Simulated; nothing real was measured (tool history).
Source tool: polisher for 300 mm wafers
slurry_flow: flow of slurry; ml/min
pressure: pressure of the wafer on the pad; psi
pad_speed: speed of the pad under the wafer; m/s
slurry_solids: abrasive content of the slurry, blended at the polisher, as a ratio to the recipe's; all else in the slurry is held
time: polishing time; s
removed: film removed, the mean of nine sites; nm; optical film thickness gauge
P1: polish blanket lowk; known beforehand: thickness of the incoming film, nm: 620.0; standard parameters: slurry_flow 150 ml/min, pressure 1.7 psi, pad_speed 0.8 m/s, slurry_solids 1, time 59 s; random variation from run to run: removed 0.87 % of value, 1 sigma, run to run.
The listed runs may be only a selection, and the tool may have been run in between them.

Run 1, hour 9.1: slurry_flow 150 ml/min, pressure 1.7 psi, pad_speed 0.8 m/s, slurry_solids 1, time 59 s. Result: removed 18.145 nm.
Run 2, hour 24.7: slurry_flow 150 ml/min, pressure 1.7 psi, pad_speed 0.5 m/s, slurry_solids 1, time 59 s. Result: removed 12.492 nm.
Run 3, hour 42.1: slurry_flow 150 ml/min, pressure 1.7 psi, pad_speed 1.24 m/s, slurry_solids 1, time 59 s. Result: removed 25.937 nm.
Run 4, hour 52.5: slurry_flow 150 ml/min, pressure 1.7 psi, pad_speed 0.8 m/s, slurry_solids 1, time 59 s. Result: removed 18.526 nm.
Run 5, hour 64.9: slurry_flow 150 ml/min, pressure 2.4 psi, pad_speed 0.8 m/s, slurry_solids 1, time 59 s. Result: removed 25.245 nm.
Run 6, hour 81.8: slurry_flow 150 ml/min, pressure 1.7 psi, pad_speed 0.6 m/s, slurry_solids 1, time 80 s. Result: removed 19.675 nm.
Run 7, hour 91.4: slurry_flow 150 ml/min, pressure 1.7 psi, pad_speed 0.8 m/s, slurry_solids 1, time 77 s. Result: removed 23.752 nm.
Run 8, hour 103.3: slurry_flow 210 ml/min, pressure 1.7 psi, pad_speed 0.8 m/s, slurry_solids 1, time 59 s. Result: removed 19.3 nm.
Run 9, hour 113.5: slurry_flow 150 ml/min, pressure 1.7 psi, pad_speed 0.8 m/s, slurry_solids 1, time 59 s. Result: removed 18.517 nm.
Run 10, hour 125.8: slurry_flow 150 ml/min, pressure 1.7 psi, pad_speed 0.8 m/s, slurry_solids 0.5, time 59 s. Result: removed 12.524 nm.
Run 11, hour 134.8: slurry_flow 150 ml/min, pressure 2.5 psi, pad_speed 0.8 m/s, slurry_solids 1, time 73 s. Result: removed 33.642 nm.
Run 12, hour 145.8: slurry_flow 90 ml/min, pressure 1.7 psi, pad_speed 0.8 m/s, slurry_solids 1, time 59 s. Result: removed 16.125 nm.
Run 13, hour 156.7: slurry_flow 150 ml/min, pressure 1.7 psi, pad_speed 0.8 m/s, slurry_solids 1, time 59 s. Result: removed 18.315 nm.
Run 14, hour 170.5: slurry_flow 150 ml/min, pressure 1.7 psi, pad_speed 0.8 m/s, slurry_solids 1, time 59 s. Result: removed 18.281 nm.
Run 15, hour 186: slurry_flow 150 ml/min, pressure 1.7 psi, pad_speed 0.8 m/s, slurry_solids 0.65, time 31 s. Result: removed 7.7346 nm.
Run 16, hour 203.3: slurry_flow 150 ml/min, pressure 1.7 psi, pad_speed 0.8 m/s, slurry_solids 1.25, time 59 s. Result: removed 20.409 nm.
Run 17, hour 218.8: slurry_flow 150 ml/min, pressure 1.1 psi, pad_speed 0.8 m/s, slurry_solids 1, time 59 s. Result: removed 11.813 nm.
Run 18, hour 234.4: slurry_flow 150 ml/min, pressure 1.7 psi, pad_speed 0.8 m/s, slurry_solids 1, time 29 s. Result: removed 8.9811 nm.
Run 19, hour 244.9: slurry_flow 150 ml/min, pressure 1.7 psi, pad_speed 0.8 m/s, slurry_solids 1, time 59 s. Result: removed 18.241 nm.
Run 20, hour 253.1: slurry_flow 150 ml/min, pressure 1.7 psi, pad_speed 0.8 m/s, slurry_solids 1, time 59 s. Result: removed 17.628 nm.
Run 21, hour 265.6: slurry_flow 150 ml/min, pressure 1.7 psi, pad_speed 0.8 m/s, slurry_solids 1, time 59 s. Result: removed 17.243 nm.
Run 22, hour 279.2: slurry_flow 150 ml/min, pressure 1.7 psi, pad_speed 0.8 m/s, slurry_solids 1, time 59 s. Result: removed 16.774 nm.
At hour 279.8: slurry nozzle cleaned.
Run 23, hour 293.6: slurry_flow 150 ml/min, pressure 1.7 psi, pad_speed 0.8 m/s, slurry_solids 1, time 59 s. Result: removed 16.795 nm.
At hour 305: head pressure recalibrated.
Run 24, hour 310.9: slurry_flow 150 ml/min, pressure 1.7 psi, pad_speed 0.8 m/s, slurry_solids 1, time 59 s. Result: removed 16.269 nm.
At hour 314.4: conditioning disc replaced and pad reconditioned.
Run 25, hour 328.7: slurry_flow 150 ml/min, pressure 1.7 psi, pad_speed 0.8 m/s, slurry_solids 1, time 59 s. Result: removed 16.285 nm.
Run 26, hour 338.1: slurry_flow 150 ml/min, pressure 1.7 psi, pad_speed 0.8 m/s, slurry_solids 1, time 59 s. Result: removed 16.573 nm.

Something has made what P1 gives creep away from where it was; the 2 causes below, each at its own stated size, fit the log equally well:
A: abrasive missing from the slurry, % = 19.8
B: removal rate lost through wear of the pad, % = 10.1
The drift started at roughly hour 244.9.
Every other cause this tool's parts could produce, and why it does not fit the log:
slurry flow missing at the pad, %: serviced at hour 279.8, after the drift had started, without restoring the earlier output
head's pressure below its setpoint, %: serviced at hour 305, after the drift had started, without restoring the earlier output
time polished since the conditioner stopped cutting, s: serviced at hour 314.4, after the drift had started, without restoring the earlier output

The 4 check runs listed below each average the results of 5 wafers, and their outcomes are marked with question marks. Under which run would the listed causes produce clearly different results?
Run check 1, hour 347.5: slurry_flow 150 ml/min, pressure 1.7 psi, pad_speed 1.24 m/s, slurry_solids 1, time 59 s. Result: removed ?.
Run check 2, hour 347.5: slurry_flow 150 ml/min, pressure 1.7 psi, pad_speed 1.14 m/s, slurry_solids 1, time 59 s. Result: removed ?.
Run check 3, hour 347.5: slurry_flow 150 ml/min, pressure 2.2 psi, pad_speed 0.8 m/s, slurry_solids 1, time 74 s. Result: removed ?.
Run check 4, hour 347.5: slurry_flow 150 ml/min, pressure 1.7 psi, pad_speed 0.8 m/s, slurry_solids 0.6, time 59 s. Result: removed ?.

Predicted outcomes, by check and by cause:
  check   result    if A    if B
check 1  removed    23.3  23.297
check 2  removed  21.784  21.782
check 3  removed  26.634  26.631
check 4  removed  12.248  12.592
How far apart the two closest causes lie, in the result that separates them most: check 1 0.01 %; check 2 0.01 %; check 3 0.01 %; check 4 2.77 %
Only check 4 tells the causes apart: in the others they would give nearly the same result.

Here is what check 4 returned: removed 12.53 nm. Which cause is it?

The correct cause is B, namely: removal rate lost through wear of the pad, %.
